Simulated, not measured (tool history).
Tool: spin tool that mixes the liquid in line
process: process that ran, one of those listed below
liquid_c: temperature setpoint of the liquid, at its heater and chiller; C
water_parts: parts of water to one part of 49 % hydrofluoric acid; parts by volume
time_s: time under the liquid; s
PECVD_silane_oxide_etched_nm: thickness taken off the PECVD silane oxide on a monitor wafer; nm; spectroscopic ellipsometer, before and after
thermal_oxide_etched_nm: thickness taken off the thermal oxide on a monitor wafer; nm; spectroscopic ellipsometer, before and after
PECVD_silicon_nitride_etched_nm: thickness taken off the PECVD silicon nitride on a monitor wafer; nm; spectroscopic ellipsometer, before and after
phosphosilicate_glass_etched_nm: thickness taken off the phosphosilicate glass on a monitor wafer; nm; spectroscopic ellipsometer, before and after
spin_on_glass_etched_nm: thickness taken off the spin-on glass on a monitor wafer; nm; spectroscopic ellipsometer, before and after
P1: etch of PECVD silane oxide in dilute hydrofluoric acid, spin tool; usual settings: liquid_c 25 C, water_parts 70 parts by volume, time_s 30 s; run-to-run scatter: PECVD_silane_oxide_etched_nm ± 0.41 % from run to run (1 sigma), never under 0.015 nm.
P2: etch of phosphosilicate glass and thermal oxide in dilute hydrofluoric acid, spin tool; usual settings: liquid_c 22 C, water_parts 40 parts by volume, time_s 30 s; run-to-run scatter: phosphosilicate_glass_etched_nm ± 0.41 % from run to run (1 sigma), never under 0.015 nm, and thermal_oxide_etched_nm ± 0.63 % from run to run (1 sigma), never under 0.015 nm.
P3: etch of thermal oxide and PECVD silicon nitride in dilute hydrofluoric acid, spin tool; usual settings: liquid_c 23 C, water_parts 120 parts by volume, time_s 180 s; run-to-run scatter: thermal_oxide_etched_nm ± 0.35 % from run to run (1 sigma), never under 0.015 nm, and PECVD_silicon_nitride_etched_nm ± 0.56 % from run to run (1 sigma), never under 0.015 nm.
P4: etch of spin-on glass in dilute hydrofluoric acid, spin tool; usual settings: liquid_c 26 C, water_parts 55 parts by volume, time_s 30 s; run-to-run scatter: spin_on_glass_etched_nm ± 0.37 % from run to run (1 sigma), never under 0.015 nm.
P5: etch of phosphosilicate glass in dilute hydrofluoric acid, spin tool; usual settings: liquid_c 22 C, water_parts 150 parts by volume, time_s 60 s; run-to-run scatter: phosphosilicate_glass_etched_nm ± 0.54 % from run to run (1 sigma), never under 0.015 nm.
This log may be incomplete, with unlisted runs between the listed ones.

run   hour  process  liquid_c  water_parts  time_s  PECVD_silane_oxide_etched_nm  thermal_oxide_etched_nm  PECVD_silicon_nitride_etched_nm  phosphosilicate_glass_etched_nm  spin_on_glass_etched_nm
  1    7.8       P1        25           70      30                        8.3164
  2   14.4       P3        23          120     180                                                 6.5873                           4.3091
  3   23.4       P3        23           30     180                                                 29.452                           16.731
  4   30.7       P2        22           70      30                                                 2.0019                                                            47.928
  5     38       P1        25           70      30                        8.3956
  6   46.7       P3        23          120      65                                                  2.384                           1.5644
  7   52.8       P1        25          125      30                        4.3368
  8   58.4       P4        26           55      60                                                                                                                                            85.734
  9   66.1       P4        26           85      30                                                                                                                                            26.472
 10   72.9       P2        22           40      55                                                  6.601                                                            160.26
 11   79.5       P5        22          150      35                                                                                                                   27.505
 12   85.4       P5        22          255      60                                                                                                                   24.975
 13   91.9       P3        23          120     180                                                  6.565                           4.3163
 14   96.1       P1        25           40      30                        15.217
 15  102.1       P1      20.5           35      30                        14.382
 16  107.4       P1        25           70      15                        4.1881
 17  115.7       P1      32.5           70      50                        18.662
 18  123.6       P1      17.5           70      30                        6.0987
 19  128.4       P1        25           70      30                        8.3642
 20  135.9       P1        25           70      30                         8.315
 21  140.6       P5        22          150      60                                                                                                                   47.249
 22  147.7       P4        26           55      30                                                                                                                                            42.649
 23  154.6       P1        31           70      30                        10.486
 24  160.1       P4        26           55      30                                                                                                                                             42.58
 25  165.8       P2        17           40      30                                                  2.911                                                            70.311
 26  173.6       P2        22           40      30                                                 3.6012                                                            86.712
 27  182.5       P1      19.5           70      55                        12.234
 28  187.6       P5        17          150      60                                                                                                                   38.688
 29    197       P4        34           55      30                                                                                                                                            58.116
 30  205.4       P1        25           70      60                        16.682
 31  214.1       P3        17          120     180                                                 5.2026                           2.8907
 32  222.6       P1        25           70      30                        8.4166
 33  228.6       P1        25           70      30                        8.3389
 34  235.5       P1        25           70      30                        8.0962
 35  242.1       P1        25           70      30                        7.9312
 36  249.4       P1        25           70      30                        7.8098
 37  256.6       P1        25           70      30                        7.7275
 38  261.2       P1        25           70      30                        7.7345
 39  265.5       P1        25           70      30                        7.7596
 40  270.4       P1        25           70      30                        7.7274
 41  276.2       P1        25           70      30                        7.6991
 42  281.7       P1        25           70      30                        7.7084

P1 no longer gives what it gave before; its output has crept away from where it was. The following 2 causes, each at its listed size, fit the log equally well:
A: hydrofluoric acid flow below the setpoint (%) = 7.24
B: liquid colder than its thermometer reads (K) = 2.04
The gradual shift began around hour 228.6.

You are offered 4 check runs, listed below with question marks in place of their results; each one averages 2 wafers. Which run separates the listed causes by giving clearly different results for each?
check 1  287.2       P2        22           65      30                                                      ?                                                                 ?
check 2  287.2       P5        18          205      60                                                                                                                        ?
check 3  287.2       P4      33.5           55      60                                                                                                                                                 ?
check 4  287.2       P3        17          120     100                                                      ?                                ?

What every check run would give for each of its results, assuming each possible cause in turn:
  check                           result    if A    if B
check 1          thermal_oxide_etched_nm  1.9908  1.9834
check 1  phosphosilicate_glass_etched_nm  47.854  47.677
check 2  phosphosilicate_glass_etched_nm  25.508  25.733
check 3          spin_on_glass_etched_nm  105.19  105.62
check 4          thermal_oxide_etched_nm  2.6348  2.6314
check 4  PECVD_silicon_nitride_etched_nm  1.4888  1.3884
Separation of the two closest causes in each check, using whichever result separates them best: check 1 0.37 %; check 2 0.88 %; check 3 0.41 %; check 4 6.99 %
Only check 4 tells the causes apart: in the others they would give nearly the same result.

Here is what check 4 returned: thermal_oxide_etched_nm 2.6396 nm; PECVD_silicon_nitride_etched_nm 1.3914 nm. Which cause is it?

Of the candidate causes, it is B: liquid colder than its thermometer reads (K).

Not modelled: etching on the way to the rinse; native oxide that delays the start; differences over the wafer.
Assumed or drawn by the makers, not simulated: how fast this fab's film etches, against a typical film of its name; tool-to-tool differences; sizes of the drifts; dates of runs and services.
